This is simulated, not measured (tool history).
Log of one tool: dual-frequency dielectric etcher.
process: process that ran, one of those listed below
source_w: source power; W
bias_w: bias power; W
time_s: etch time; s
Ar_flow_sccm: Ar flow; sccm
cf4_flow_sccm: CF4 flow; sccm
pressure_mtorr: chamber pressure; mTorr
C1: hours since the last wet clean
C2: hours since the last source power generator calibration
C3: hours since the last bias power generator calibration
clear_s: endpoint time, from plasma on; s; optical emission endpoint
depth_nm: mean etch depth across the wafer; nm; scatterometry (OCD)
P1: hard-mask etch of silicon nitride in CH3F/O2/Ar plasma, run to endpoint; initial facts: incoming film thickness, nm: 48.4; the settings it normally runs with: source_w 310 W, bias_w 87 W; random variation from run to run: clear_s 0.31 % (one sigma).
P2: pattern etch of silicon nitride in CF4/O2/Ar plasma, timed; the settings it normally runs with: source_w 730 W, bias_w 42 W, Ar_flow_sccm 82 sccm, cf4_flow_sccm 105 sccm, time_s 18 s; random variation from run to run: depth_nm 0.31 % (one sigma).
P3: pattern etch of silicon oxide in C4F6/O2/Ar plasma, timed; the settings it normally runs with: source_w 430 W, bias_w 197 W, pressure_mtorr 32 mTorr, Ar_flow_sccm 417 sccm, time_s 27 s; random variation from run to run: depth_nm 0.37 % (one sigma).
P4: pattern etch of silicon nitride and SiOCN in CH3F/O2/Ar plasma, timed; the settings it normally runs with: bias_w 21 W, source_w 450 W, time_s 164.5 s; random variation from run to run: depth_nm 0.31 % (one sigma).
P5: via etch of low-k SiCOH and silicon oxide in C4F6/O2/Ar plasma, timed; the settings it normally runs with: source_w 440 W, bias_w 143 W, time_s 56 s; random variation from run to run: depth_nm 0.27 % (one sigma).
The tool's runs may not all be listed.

run 1 hour=9.2 | process=P1 source_w=310 bias_w=87 | C1=128.2 C2=1233.9 C3=1179.8 | clear_s=72.713
run 2 hour=20.1 | process=P5 source_w=440 bias_w=143 time_s=56 | C1=139.1 C2=1244.8 C3=1190.7 | depth_nm=142.81
run 3 hour=26.6 | process=P1 source_w=310 bias_w=87 | C1=145.6 C2=1251.3 C3=1197.2 | clear_s=72.528
run 4 hour=37.8 | process=P5 source_w=440 bias_w=143 time_s=33.5 | C1=156.8 C2=1262.5 C3=1208.4 | depth_nm=84.959
run 5 hour=45.2 | process=P1 source_w=390 bias_w=64 | C1=164.2 C2=1269.9 C3=1215.8 | clear_s=73.808
run 6 hour=52.5 | process=P1 source_w=310 bias_w=87 | C1=171.5 C2=1277.2 C3=1223.1 | clear_s=72.324
run 7 hour=61.8 | process=P2 source_w=730 bias_w=34 time_s=18 Ar_flow_sccm=82 cf4_flow_sccm=105 | C1=180.8 C2=1286.5 C3=1232.4 | depth_nm=43.103
run 8 hour=67.4 | process=P2 source_w=730 bias_w=42 time_s=18 Ar_flow_sccm=82 cf4_flow_sccm=124 | C1=186.4 C2=1292.1 C3=1238 | depth_nm=47.027
run 9 hour=74.5 | process=P3 source_w=430 bias_w=197 time_s=27 Ar_flow_sccm=417 pressure_mtorr=39 | C1=193.5 C2=1299.2 C3=1245.1 | depth_nm=89.226
run 10 hour=85.2 | process=P4 source_w=450 bias_w=21 time_s=164.5 | C1=204.2 C2=1309.9 C3=1255.8 | depth_nm=22.368
run 11 hour=95.8 | process=P3 source_w=330 bias_w=197 time_s=27 Ar_flow_sccm=417 pressure_mtorr=32 | C1=214.8 C2=1320.5 C3=1266.4 | depth_nm=81.658
run 12 hour=108 | process=P2 source_w=730 bias_w=42 time_s=11.5 Ar_flow_sccm=82 cf4_flow_sccm=105 | C1=227 C2=1332.7 C3=1278.6 | depth_nm=29.544
run 13 hour=116.4 | process=P1 source_w=250 bias_w=87 | C1=235.4 C2=1341.1 C3=1287 | clear_s=78.422
run 14 hour=122.6 | process=P2 source_w=730 bias_w=42 time_s=18 Ar_flow_sccm=82 cf4_flow_sccm=105 | C1=241.6 C2=1347.3 C3=1293.2 | depth_nm=46.293
run 15 hour=133.1 | process=P1 source_w=310 bias_w=69 | C1=252.1 C2=1357.8 C3=1303.7 | clear_s=78.155
run 16 hour=141 | process=P4 source_w=280 bias_w=21 time_s=164.5 | C1=260 C2=1365.7 C3=1311.6 | depth_nm=19.044
run 17 hour=150.8 | process=P4 source_w=450 bias_w=21 time_s=164.5 | C1=269.8 C2=1375.5 C3=1321.4 | depth_nm=22.335
run 18 hour=162.4 | process=P3 source_w=430 bias_w=197 time_s=27 Ar_flow_sccm=417 pressure_mtorr=32 | C1=281.4 C2=1387.1 C3=1333 | depth_nm=90.599
run 19 hour=173.7 | process=P1 source_w=310 bias_w=87 | C1=292.7 C2=1398.4 C3=1344.3 | clear_s=71.828
run 20 hour=183 | process=P1 source_w=410 bias_w=87 | C1=302 C2=1407.7 C3=1353.6 | clear_s=65.224
run 21 hour=194.9 | process=P4 source_w=450 bias_w=15 time_s=164.5 | C1=313.9 C2=1419.6 C3=1365.5 | depth_nm=19.369
run 22 hour=205.4 | process=P1 source_w=310 bias_w=87 | C1=324.4 C2=1430.1 C3=1376 | clear_s=72.082
run 23 hour=212.5 | process=P1 source_w=310 bias_w=87 | C1=331.5 C2=1437.2 C3=1383.1 | clear_s=71.833

Forecast run 24:
run 24 hour=219.9 | process=P5 source_w=600 bias_w=143 time_s=56 | C1=338.9 C2=1444.6 C3=1390.5 | depth_nm=?

depth_nm: 161.03 nm
